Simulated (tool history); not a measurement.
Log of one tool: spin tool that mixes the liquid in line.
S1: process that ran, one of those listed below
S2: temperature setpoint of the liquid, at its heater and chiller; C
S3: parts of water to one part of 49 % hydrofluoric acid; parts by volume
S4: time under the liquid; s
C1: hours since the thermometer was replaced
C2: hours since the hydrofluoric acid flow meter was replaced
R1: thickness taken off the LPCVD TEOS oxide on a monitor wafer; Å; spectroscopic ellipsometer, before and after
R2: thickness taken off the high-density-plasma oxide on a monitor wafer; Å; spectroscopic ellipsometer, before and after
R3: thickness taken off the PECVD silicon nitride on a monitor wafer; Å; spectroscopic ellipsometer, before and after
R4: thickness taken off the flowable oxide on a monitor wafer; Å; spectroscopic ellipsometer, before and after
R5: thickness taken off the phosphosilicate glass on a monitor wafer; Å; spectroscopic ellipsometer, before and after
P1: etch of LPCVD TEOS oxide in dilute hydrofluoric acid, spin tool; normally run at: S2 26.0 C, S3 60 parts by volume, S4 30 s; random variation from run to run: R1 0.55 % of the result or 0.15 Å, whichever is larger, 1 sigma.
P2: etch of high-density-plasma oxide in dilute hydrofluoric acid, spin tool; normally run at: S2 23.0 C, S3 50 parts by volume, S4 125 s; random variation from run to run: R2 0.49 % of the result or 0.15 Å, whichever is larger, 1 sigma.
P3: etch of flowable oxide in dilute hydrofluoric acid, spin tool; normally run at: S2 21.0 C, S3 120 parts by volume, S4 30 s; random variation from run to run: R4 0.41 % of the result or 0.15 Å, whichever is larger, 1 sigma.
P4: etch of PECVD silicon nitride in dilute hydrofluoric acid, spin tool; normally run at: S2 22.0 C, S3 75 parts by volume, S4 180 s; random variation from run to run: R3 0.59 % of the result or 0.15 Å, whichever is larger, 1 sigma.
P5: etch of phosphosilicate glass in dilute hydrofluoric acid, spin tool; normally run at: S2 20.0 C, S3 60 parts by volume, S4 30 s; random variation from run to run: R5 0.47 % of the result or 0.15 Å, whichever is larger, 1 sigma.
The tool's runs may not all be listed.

run     day  S1    S2   S3   S4      C1      C2      R1       R2      R3       R4       R5
  1   0.383  P1  26.0   60   30   995.9  1421.4  233.58
  2   0.738  P2  23.0   20  125  1004.4  1429.9          349.020
  3   1.229  P4  22.0   75  180  1016.2  1441.7                   45.395
  4   1.592  P1  18.0   60   30  1024.9  1450.4  165.71
  5   1.888  P3  21.0  200   30  1032.0  1457.5                            59.088
  6   2.317  P2  23.0   50  125  1042.3  1467.8          133.740
  7   2.788  P4  22.0  105  180  1053.6  1479.1                   33.065
  8   3.267  P5  17.0   60   30  1065.1  1490.6                                     420.53
  9   3.646  P5  20.0   60   30  1074.2  1499.7                                     474.25
 10   4.175  P4  22.0   75  270  1086.9  1512.4                   68.142
 11   4.617  P3  21.0  120   15  1097.5  1523.0                            52.900
 12   5.008  P5  20.0   60   30  1106.9  1532.4                                     477.68
 13   5.312  P3  28.5  120   30  1114.2  1539.7                           141.580
 14   5.708  P1  26.0   60   30  1123.7  1549.2  230.59
 15   6.008  P1  26.0  105   55  1130.9  1556.4  226.55
      6.029  -- thermometer replaced
 16   6.479  P2  23.0   50   30    10.8  1567.7           31.903
 17   7.029  P1  26.0   60   15    24.0  1580.9  115.49
 18   7.567  P2  23.0   50  125    36.9  1593.8          132.730
 19   7.983  P1  26.0   60   30    46.9  1603.8  234.04
 20   8.425  P1  26.0   60   45    57.5  1614.4  343.00
 21   8.817  P1  26.0  105   30    66.9  1623.8  124.93
 22   9.183  P5  20.0   20   30    75.7  1632.6                                    1501.30
 23   9.617  P1  26.0   20   30    86.1  1643.0  735.25
 24   9.921  P4  22.0   75  180    93.4  1650.3                   45.626
 25  10.404  P1  30.5   60   30   105.0  1661.9  275.57
 26  10.675  P2  17.0   50  125   111.5  1668.4          103.860
 27  11.042  P1  26.0   60   30   120.3  1677.2  232.23
 28  11.462  P3  21.0  120   30   130.4  1687.3                           106.040
 29  12.017  P1  26.0   60   30   143.7  1700.6  229.43
 30  12.562  P5  20.0   60   15   156.8  1713.7                                     238.19
 31  12.883  P4  27.0   75  180   164.5  1721.4                   64.585
 32  13.225  P1  26.0   60   30   172.7  1729.6  230.48
 33  13.767  P1  26.0   60   30   185.7  1742.6  241.49
 34  14.083  P1  26.0   60   30   193.3  1750.2  243.74
 35  14.408  P1  26.0   60   30   201.1  1758.0  244.27
 36  14.971  P1  26.0   60   30   214.6  1771.5  248.38
 37  15.371  P1  26.0   60   30   224.2  1781.1  247.57
 38  15.742  P1  26.0   60   30   233.1  1790.0  251.16
 39  16.233  P1  26.0   60   30   244.9  1801.8  251.05
 40  16.725  P1  26.0   60   30   256.7  1813.6  250.94

What P1 gives has crept away from where it was. These 2 causes fit the log equally well, each at the size given:
A: liquid hotter than its thermometer reads (K) = 2.11
B: hydrofluoric acid flow above the setpoint (%) = 8.08
The creep began at about day 13.225.

4 check runs are offered, one wafer each, their results left as question marks. Which one tells the causes apart?
check 1  17.217  P2  23.0   50  125               ?
check 2  17.217  P5  20.0   60   30                           ?
check 3  17.217  P3  21.0  120   30                       ?
check 4  17.217  P4  22.0   75  180                   ?

What each check would give under each cause:
  check  result     if A     if B
check 1      R2  144.860  144.260
check 2      R5   520.94   518.28
check 3      R4  115.060  115.490
check 4      R3   52.725   49.382
How far apart the two closest causes lie, in the result that separates them most: check 1 0.42 %; check 2 0.51 %; check 3 0.38 %; check 4 6.55 %
Check 4 tells the causes apart: in the others they would give nearly the same result.

Check 4 was then run and gave: R3 52.827 Å. Which cause is it?

It is A: liquid hotter than its thermometer reads (K).

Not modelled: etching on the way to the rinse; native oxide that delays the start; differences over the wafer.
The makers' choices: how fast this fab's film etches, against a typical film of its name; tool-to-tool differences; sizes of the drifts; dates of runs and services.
